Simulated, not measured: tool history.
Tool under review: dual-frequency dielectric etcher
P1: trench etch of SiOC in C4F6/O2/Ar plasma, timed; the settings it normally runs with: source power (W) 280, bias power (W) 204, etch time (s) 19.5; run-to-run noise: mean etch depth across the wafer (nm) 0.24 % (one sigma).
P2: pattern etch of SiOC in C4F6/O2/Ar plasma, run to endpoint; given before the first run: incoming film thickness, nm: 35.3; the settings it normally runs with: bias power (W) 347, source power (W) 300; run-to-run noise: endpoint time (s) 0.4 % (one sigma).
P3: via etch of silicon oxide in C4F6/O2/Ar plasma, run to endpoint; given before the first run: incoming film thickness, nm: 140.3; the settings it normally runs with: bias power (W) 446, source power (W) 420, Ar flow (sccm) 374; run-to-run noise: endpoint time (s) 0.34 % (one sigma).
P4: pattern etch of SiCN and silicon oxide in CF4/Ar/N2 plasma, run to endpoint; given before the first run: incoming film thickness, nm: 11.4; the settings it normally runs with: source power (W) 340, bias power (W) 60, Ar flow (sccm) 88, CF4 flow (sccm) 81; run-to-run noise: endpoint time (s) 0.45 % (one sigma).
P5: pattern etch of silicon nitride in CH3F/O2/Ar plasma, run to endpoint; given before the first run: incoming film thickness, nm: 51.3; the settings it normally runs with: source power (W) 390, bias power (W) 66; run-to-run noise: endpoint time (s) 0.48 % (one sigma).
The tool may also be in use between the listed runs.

run	hour	process that ran	source power (W)	bias power (W)	etch time (s)	Ar flow (sccm)	CF4 flow (sccm)	hours since the last wet clean	hours since the last source power generator calibration	hours since the last bias power generator calibration	mean etch depth across the wafer (nm)	endpoint time (s)
1	9.9	P1	280	204	19.5			66.9	1912.1	1980.1	37.173	
2	20.4	P1	280	204	19.5			77.4	1922.6	1990.6	37.319	
3	27.7	P4	340	60		55	81	84.7	1929.9	1997.9		16.314
4	39.6	P1	350	164	19.5			96.6	1941.8	2009.8	37.797	
5	48.2	P2	300	476				105.2	1950.4	2018.4		13.224
6	55.0	P1	280	204	29.0			112.0	1957.2	2025.2	55.064	
7	68.3	P1	180	204	19.5			125.3	1970.5	2038.5	31.455	
8	77.6	P2	420	347				134.6	1979.8	2047.8		13.115
9	90.9	P3	420	446		457		147.9	1993.1	2061.1		33.052
10	102.1	P3	420	446		374		159.1	2004.3	2072.3		32.131
11	116.0	P1	280	123	14.5			173.0	2018.2	2086.2	23.602	
12	127.6	P1	280	204	19.5			184.6	2029.8	2097.8	37.252	
13	140.3	P2	300	347				197.3	2042.5	2110.5		14.766
14	147.7	P3	420	446		374		204.7	2049.9	2117.9		32.292
15	158.4	P5	390	90				215.4	2060.6	2128.6		70.073
16	167.4	P4	340	43		88	81	224.4	2069.6	2137.6		19.076
17	180.1	P5	390	66				237.1	2082.3	2150.3		78.161
18	193.1	P3	420	314		374		250.1	2095.3	2163.3		36.515
19	200.1	P1	280	204	19.5			257.1	2102.3	2170.3	37.188	
20	213.4	P4	340	60		88	112	270.4	2115.6	2183.6		16.592
21	224.2	P3	560	446		374		281.2	2126.4	2194.4		28.977
22	238.1	P1	280	268	19.5			295.1	2140.3	2208.3	40.694	
23	246.0	P1	280	123	19.5			303.0	2148.2	2216.2	31.807	
24	259.8	P4	430	60		88	81	316.8	2162.0	2230.0		14.131
25	268.6	P4	340	60		88	81	325.6	2170.8	2238.8		17.159
26	276.7	P1	390	245	19.5			333.7	2178.9	2246.9	44.790	
27	290.5	P5	230	66				347.5	2192.7	2260.7		95.441
28	298.2	P1	280	204	14.5			355.2	2200.4	2268.4	27.636	
29	307.8	P1	280	204	19.5			364.8	2210.0	2278.0	37.172	
30	321.6	P1	380	204	19.5			378.6	2223.8	2291.8	41.944	
31	334.1	P1	280	204	19.5			391.1	2236.3	2304.3	37.234	
32	341.6	P1	280	204	19.5			398.6	2243.8	2311.8	37.071	
33	352.0	P1	280	204	19.5			409.0	2254.2	2322.2	36.774	
# hour 361.7: wet clean of the chamber
34	365.3	P1	280	204	19.5			3.6	2267.5	2335.5	36.781	
35	375.9	P1	280	204	19.5			14.2	2278.1	2346.1	36.625	
36	388.3	P1	280	204	19.5			26.6	2290.5	2358.5	36.687	
37	399.9	P1	280	204	19.5			38.2	2302.1	2370.1	36.491	
38	407.4	P1	280	204	19.5			45.7	2309.6	2377.6	36.495	

P1 has crept away from where it was. The log is fitted equally well by each of these 2 causes, at the sizes shown:
A: source power that arrives under what is set, % = 3.94
B: bias power that arrives under what is set, % = 4.54
The drift started at roughly hour 334.1.
Every other cause this tool's parts could produce, and why it does not fit the log:
chamber walls in a state that lowers the etch rate, %: its service at hour 361.7 followed the start of the drift and did not put the process back to its old value

Each of the check runs listed below is run on 2 wafers and reports their average, with the results left as question marks. Pick the one under which the possible causes would lead to clearly different results.
check 1	414.9	P4	340	60		61	111					?
check 2	414.9	P2	420	449								?
check 3	414.9	P3	420	325		374						?
check 4	414.9	P5	390	89								?

Check results expected under each cause:
check	result	if A	if B
check 1	endpoint time (s)	16.554	16.185
check 2	endpoint time (s)	12.055	12.080
check 3	endpoint time (s)	36.606	36.642
check 4	endpoint time (s)	71.093	71.205
Per check, the gap between the least separated pair of causes, taken in the result that splits them most: check 1 2.26 %; check 2 0.21 %; check 3 0.1 %; check 4 0.16 %
The other checks would show nearly matching results whichever cause is true, so check 1 is the only one that separates the causes.

The results of check 1 are: endpoint time (s) 16.559. Based on these, which of the listed causes is it?

It was cause A: source power that arrives under what is set, %.
